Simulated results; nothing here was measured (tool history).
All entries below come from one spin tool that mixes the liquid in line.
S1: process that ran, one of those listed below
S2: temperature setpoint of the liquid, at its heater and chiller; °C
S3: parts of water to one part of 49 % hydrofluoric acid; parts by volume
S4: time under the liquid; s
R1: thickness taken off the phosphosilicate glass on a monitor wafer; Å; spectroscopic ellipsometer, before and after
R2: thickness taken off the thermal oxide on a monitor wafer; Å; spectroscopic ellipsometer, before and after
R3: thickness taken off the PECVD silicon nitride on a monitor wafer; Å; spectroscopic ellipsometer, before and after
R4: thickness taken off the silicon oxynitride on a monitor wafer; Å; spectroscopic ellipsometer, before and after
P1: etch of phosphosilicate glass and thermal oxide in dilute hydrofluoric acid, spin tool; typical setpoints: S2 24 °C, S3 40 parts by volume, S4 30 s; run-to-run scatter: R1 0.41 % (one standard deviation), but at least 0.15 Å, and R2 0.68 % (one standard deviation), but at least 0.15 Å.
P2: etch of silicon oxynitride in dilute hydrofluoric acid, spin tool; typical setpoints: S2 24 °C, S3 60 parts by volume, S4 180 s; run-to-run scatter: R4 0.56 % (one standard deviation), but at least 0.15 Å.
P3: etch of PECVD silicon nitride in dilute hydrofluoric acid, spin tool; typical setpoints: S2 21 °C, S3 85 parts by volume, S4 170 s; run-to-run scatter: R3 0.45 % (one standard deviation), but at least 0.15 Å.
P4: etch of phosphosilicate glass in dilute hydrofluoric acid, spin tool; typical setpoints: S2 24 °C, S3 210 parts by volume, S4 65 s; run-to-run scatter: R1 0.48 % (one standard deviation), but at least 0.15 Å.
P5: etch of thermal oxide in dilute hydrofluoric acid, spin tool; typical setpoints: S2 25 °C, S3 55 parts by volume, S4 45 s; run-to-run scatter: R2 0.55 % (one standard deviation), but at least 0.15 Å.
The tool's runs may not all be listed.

| run | day | S1 | S2 | S3 | S4 | R1 | R2 | R3 | R4 |
|---|---|---|---|---|---|---|---|---|---|
| 1 | 0.233 | P1 | 24 | 40 | 30 | 1658.1 | 36.235 |  |  |
| 2 | 0.362 | P1 | 24 | 40 | 30 | 1673.1 | 36.342 |  |  |
| 3 | 0.633 | P1 | 24 | 65 | 50 | 1650 | 35.611 |  |  |
| 4 | 0.821 | P1 | 24 | 40 | 30 | 1661.9 | 35.885 |  |  |
| 5 | 0.946 | P4 | 24 | 210 | 65 | 282.28 |  |  |  |
| 6 | 1.117 | P3 | 17 | 85 | 170 |  |  | 43.376 |  |
| 7 | 1.288 | P5 | 25 | 100 | 45 |  | 21.87 |  |  |
| 8 | 1.475 | P5 | 32.5 | 55 | 45 |  | 56.425 |  |  |
| 9 | 1.683 | P1 | 28 | 40 | 30 | 1954 | 42.153 |  |  |
| 10 | 1.921 | P1 | 24 | 40 | 15 | 828.85 | 17.929 |  |  |
| 11 | 2.188 | P5 | 25 | 55 | 80 |  | 75.718 |  |  |
| 12 | 2.408 | P1 | 17 | 40 | 30 | 1235 | 26.824 |  |  |
| 13 | 2.562 | P4 | 24 | 35 | 65 | 2073.5 |  |  |  |
| 14 | 2.842 | P2 | 24 | 105 | 180 |  |  |  | 33.462 |
| 15 | 3.062 | P2 | 18 | 60 | 180 |  |  |  | 45.374 |
| 16 | 3.246 | P3 | 21 | 85 | 315 |  |  | 104.64 |  |
| 17 | 3.454 | P3 | 21 | 85 | 170 |  |  | 57.085 |  |
| 18 | 3.696 | P4 | 30 | 210 | 65 | 350.82 |  |  |  |
| 19 | 3.958 | P2 | 24 | 60 | 180 |  |  |  | 60.45 |
| 20 | 4.104 | P2 | 24 | 60 | 290 |  |  |  | 97.19 |

What does the tool deliver on the next run?
| 21 | 4.292 | P1 | 24 | 20 | 30 | ? | ? |  |  |

Run 21 yielded R1 3420.8 Å, R2 73.955 Å.
